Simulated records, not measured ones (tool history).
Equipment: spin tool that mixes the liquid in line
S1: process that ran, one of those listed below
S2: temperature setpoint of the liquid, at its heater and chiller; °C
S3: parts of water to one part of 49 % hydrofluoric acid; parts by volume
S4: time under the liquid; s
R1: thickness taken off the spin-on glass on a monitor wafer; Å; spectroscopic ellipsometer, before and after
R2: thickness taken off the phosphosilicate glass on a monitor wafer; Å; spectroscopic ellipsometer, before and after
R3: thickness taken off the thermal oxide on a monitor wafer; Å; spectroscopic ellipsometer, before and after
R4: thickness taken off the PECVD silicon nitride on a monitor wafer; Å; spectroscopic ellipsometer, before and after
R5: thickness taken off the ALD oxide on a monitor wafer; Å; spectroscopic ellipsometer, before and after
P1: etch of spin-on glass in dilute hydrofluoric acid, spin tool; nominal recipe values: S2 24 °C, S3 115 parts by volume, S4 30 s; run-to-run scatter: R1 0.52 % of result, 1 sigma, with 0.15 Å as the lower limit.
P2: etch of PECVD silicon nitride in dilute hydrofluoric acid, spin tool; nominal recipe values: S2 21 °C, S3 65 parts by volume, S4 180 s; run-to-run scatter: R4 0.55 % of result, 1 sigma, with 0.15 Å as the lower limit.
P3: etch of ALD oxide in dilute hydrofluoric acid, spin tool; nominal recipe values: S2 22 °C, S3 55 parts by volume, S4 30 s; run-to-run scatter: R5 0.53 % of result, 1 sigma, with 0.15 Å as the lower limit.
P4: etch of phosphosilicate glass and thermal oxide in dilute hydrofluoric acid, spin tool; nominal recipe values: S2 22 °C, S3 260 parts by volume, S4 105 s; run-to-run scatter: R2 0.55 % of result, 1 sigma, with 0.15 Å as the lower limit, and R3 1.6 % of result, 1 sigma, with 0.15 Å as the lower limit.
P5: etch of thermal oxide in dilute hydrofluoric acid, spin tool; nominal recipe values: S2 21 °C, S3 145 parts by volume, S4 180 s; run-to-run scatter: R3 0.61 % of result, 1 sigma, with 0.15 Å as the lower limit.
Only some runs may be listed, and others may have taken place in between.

{"run": 1, "day": 0.221, "S1": "P1", "S2": 24, "S3": 115, "S4": 30, "R1": 118.82}
{"run": 2, "day": 0.45, "S1": "P4", "S2": 22, "S3": 260, "S4": 105, "R2": 482.38, "R3": 14.055}
{"run": 3, "day": 0.629, "S1": "P1", "S2": 24, "S3": 115, "S4": 15, "R1": 59.038}
{"run": 4, "day": 0.8, "S1": "P2", "S2": 21, "S3": 20, "S4": 180, "R4": 412.21}
{"run": 5, "day": 1.025, "S1": "P3", "S2": 22, "S3": 55, "S4": 30, "R5": 63.695}
{"run": 6, "day": 1.221, "S1": "P1", "S2": 24, "S3": 115, "S4": 30, "R1": 118.28}
{"run": 7, "day": 1.325, "S1": "P5", "S2": 21, "S3": 145, "S4": 180, "R3": 47.862}
{"run": 8, "day": 1.467, "S1": "P1", "S2": 24, "S3": 65, "S4": 30, "R1": 224.54}
{"run": 9, "day": 1.629, "S1": "P2", "S2": 21, "S3": 65, "S4": 180, "R4": 131.21}
{"run": 10, "day": 1.771, "S1": "P3", "S2": 22, "S3": 20, "S4": 30, "R5": 183.05}
{"run": 11, "day": 1.875, "S1": "P4", "S2": 17, "S3": 260, "S4": 105, "R2": 402.18, "R3": 11.87}
{"run": 12, "day": 2.038, "S1": "P1", "S2": 24, "S3": 115, "S4": 30, "R1": 119}
{"run": 13, "day": 2.246, "S1": "P4", "S2": 22, "S3": 260, "S4": 160, "R2": 747.58, "R3": 22.546}
{"run": 14, "day": 2.429, "S1": "P5", "S2": 21, "S3": 145, "S4": 330, "R3": 86.785}
{"run": 15, "day": 2.571, "S1": "P1", "S2": 24, "S3": 30, "S4": 15, "R1": 253.24}
{"run": 16, "day": 2.671, "S1": "P3", "S2": 22, "S3": 55, "S4": 30, "R5": 64.035}
{"run": 17, "day": 2.838, "S1": "P3", "S2": 22, "S3": 55, "S4": 15, "R5": 31.85}
{"run": 18, "day": 3.062, "S1": "P1", "S2": 24, "S3": 115, "S4": 55, "R1": 217.52}
{"run": 19, "day": 3.288, "S1": "P2", "S2": 21, "S3": 65, "S4": 60, "R4": 43.732}
{"run": 20, "day": 3.508, "S1": "P1", "S2": 24, "S3": 115, "S4": 30, "R1": 117.79}
{"run": 21, "day": 3.671, "S1": "P3", "S2": 17.5, "S3": 55, "S4": 30, "R5": 52.396}
{"run": 22, "day": 3.875, "S1": "P5", "S2": 21, "S3": 55, "S4": 180, "R3": 139.26}
{"run": 23, "day": 4.046, "S1": "P1", "S2": 19.5, "S3": 115, "S4": 30, "R1": 100.38}
{"run": 24, "day": 4.2, "S1": "P1", "S2": 24, "S3": 115, "S4": 30, "R1": 117.84}
{"run": 25, "day": 4.421, "S1": "P5", "S2": 21, "S3": 145, "S4": 180, "R3": 47.628}
{"run": 26, "day": 4.625, "S1": "P1", "S2": 24, "S3": 25, "S4": 15, "R1": 307.54}
{"run": 27, "day": 4.792, "S1": "P1", "S2": 28.5, "S3": 115, "S4": 30, "R1": 141.46}
{"run": 28, "day": 4.904, "S1": "P1", "S2": 24, "S3": 190, "S4": 30, "R1": 65.601}
{"run": 29, "day": 5.042, "S1": "P5", "S2": 27, "S3": 145, "S4": 180, "R3": 59.817}
{"run": 30, "day": 5.271, "S1": "P1", "S2": 24, "S3": 115, "S4": 30, "R1": 118.93}
{"run": 31, "day": 5.471, "S1": "P4", "S2": 22, "S3": 65, "S4": 105, "R2": 2374.9, "R3": 71.506}
{"run": 32, "day": 5.6, "S1": "P2", "S2": 29.5, "S3": 65, "S4": 180, "R4": 230.63}
{"run": 33, "day": 5.742, "S1": "P1", "S2": 24, "S3": 115, "S4": 30, "R1": 118.72}
{"run": 34, "day": 5.921, "S1": "P1", "S2": 24, "S3": 115, "S4": 30, "R1": 114.43}
{"run": 35, "day": 6.046, "S1": "P1", "S2": 24, "S3": 115, "S4": 30, "R1": 113.14}
{"run": 36, "day": 6.225, "S1": "P1", "S2": 24, "S3": 115, "S4": 30, "R1": 111.03}
{"run": 37, "day": 6.333, "S1": "P1", "S2": 24, "S3": 115, "S4": 30, "R1": 110.55}
{"run": 38, "day": 6.558, "S1": "P1", "S2": 24, "S3": 115, "S4": 30, "R1": 110.65}
{"run": 39, "day": 6.692, "S1": "P1", "S2": 24, "S3": 115, "S4": 30, "R1": 109.04}
{"run": 40, "day": 6.908, "S1": "P1", "S2": 24, "S3": 115, "S4": 30, "R1": 109.13}
{"run": 41, "day": 7.133, "S1": "P1", "S2": 24, "S3": 115, "S4": 30, "R1": 108.34}
{"run": 42, "day": 7.288, "S1": "P1", "S2": 24, "S3": 115, "S4": 30, "R1": 108.64}
{"run": 43, "day": 7.392, "S1": "P1", "S2": 24, "S3": 115, "S4": 30, "R1": 108.21}

P1 no longer gives what it gave before; its output has crept away from where it was. The following 2 causes, each at its listed size, fit the log equally well:
A: hydrofluoric acid flow below the setpoint (%) = 7.37
B: liquid colder than its thermometer reads (K) = 2.21
Onset of the creep was near day 5.742.

Question marks stand in for the results of the 4 check runs listed below, each run on one wafer. Under which run would the listed causes show clearly different results?
{"run": "check 1", "day": 7.496, "S1": "P2", "S2": 28.5, "S3": 20, "S4": 180, "R4": "?"}
{"run": "check 2", "day": 7.496, "S1": "P4", "S2": 17, "S3": 120, "S4": 105, "R2": "?", "R3": "?"}
{"run": "check 3", "day": 7.496, "S1": "P5", "S2": 21, "S3": 60, "S4": 305, "R3": "?"}
{"run": "check 4", "day": 7.496, "S1": "P3", "S2": 17.5, "S3": 55, "S4": 30, "R5": "?"}

Check results expected under each cause:
check=check_1 result=R4 if_A=634.23 if_B=588.61
check=check_2 result=R2 if_A=914.31 if_B=907.98
check=check_2 result=R3 if_A=27.306 if_B=27.116
check=check_3 result=R3 if_A=197.24 if_B=195.08
check=check_4 result=R5 if_A=48.435 if_B=47.727
Gap, in per cent, between the two causes that each check separates least, read from the result that separates them most: check 1 7.47 %; check 2 0.7 %; check 3 1.1 %; check 4 1.47 %
Only in check 1 would the causes give clearly different results; in the remaining checks their results would be nearly the same.

The results of check 1 are: R4 587.19 Å. Based on these, which of the listed causes is it?

B is the cause: liquid colder than its thermometer reads (K).
